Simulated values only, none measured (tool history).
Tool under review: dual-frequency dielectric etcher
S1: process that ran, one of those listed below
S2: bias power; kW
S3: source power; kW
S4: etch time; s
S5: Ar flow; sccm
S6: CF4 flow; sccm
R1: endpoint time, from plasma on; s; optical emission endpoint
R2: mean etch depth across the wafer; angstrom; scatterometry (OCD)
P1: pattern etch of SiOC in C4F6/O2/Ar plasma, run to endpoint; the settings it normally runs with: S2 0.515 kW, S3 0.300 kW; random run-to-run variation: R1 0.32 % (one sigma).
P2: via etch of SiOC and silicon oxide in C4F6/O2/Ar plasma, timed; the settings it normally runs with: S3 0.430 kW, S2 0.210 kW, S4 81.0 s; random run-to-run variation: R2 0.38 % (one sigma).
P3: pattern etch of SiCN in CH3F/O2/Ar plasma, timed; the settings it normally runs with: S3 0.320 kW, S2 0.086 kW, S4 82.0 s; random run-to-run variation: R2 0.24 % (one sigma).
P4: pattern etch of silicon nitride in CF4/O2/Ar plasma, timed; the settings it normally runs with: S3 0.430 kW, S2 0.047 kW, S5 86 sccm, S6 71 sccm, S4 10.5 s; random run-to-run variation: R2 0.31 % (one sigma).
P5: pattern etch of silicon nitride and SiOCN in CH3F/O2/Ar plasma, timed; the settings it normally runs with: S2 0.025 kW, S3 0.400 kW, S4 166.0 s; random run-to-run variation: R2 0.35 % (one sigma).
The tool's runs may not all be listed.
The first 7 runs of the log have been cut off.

| run | day | S1 | S2 | S3 | S4 | S5 | S6 | R1 | R2 |
|---|---|---|---|---|---|---|---|---|---|
| 8 | 2.512 | P1 | 0.515 | 0.300 |  |  |  | 10.3510 |  |
| 9 | 2.867 | P4 | 0.047 | 0.430 | 10.5 | 86 | 71 |  | 171.70 |
| 10 | 3.133 | P2 | 0.210 | 0.430 | 81.0 |  |  |  | 970.06 |
| 11 | 3.392 | P4 | 0.047 | 0.430 | 10.5 | 86 | 44 |  | 160.21 |
| 12 | 3.621 | P5 | 0.025 | 0.550 | 166.0 |  |  |  | 252.19 |
| 13 | 3.846 | P1 | 0.617 | 0.380 |  |  |  | 8.7805 |  |
| 14 | 4.225 | P4 | 0.047 | 0.280 | 10.5 | 86 | 71 |  | 118.16 |
| 15 | 4.521 | P5 | 0.029 | 0.400 | 166.0 |  |  |  | 240.63 |
| 16 | 4.742 | P3 | 0.086 | 0.320 | 82.0 |  |  |  | 300.96 |
| 17 | 5.092 | P4 | 0.047 | 0.430 | 10.5 | 86 | 71 |  | 172.39 |
| 18 | 5.408 | P2 | 0.210 | 0.540 | 81.0 |  |  |  | 1062.30 |
| 19 | 5.800 | P1 | 0.719 | 0.300 |  |  |  | 9.0620 |  |
| 20 | 6.042 | P4 | 0.047 | 0.430 | 10.5 | 110 | 71 |  | 166.32 |
| 21 | 6.429 | P4 | 0.033 | 0.430 | 10.5 | 86 | 71 |  | 151.37 |

Run 22 comes next. What will it give?
| 22 | 6.742 | P2 | 0.210 | 0.430 | 54.5 |  |  |  | ? |

Run 22 produced R2 655.48 angstrom.

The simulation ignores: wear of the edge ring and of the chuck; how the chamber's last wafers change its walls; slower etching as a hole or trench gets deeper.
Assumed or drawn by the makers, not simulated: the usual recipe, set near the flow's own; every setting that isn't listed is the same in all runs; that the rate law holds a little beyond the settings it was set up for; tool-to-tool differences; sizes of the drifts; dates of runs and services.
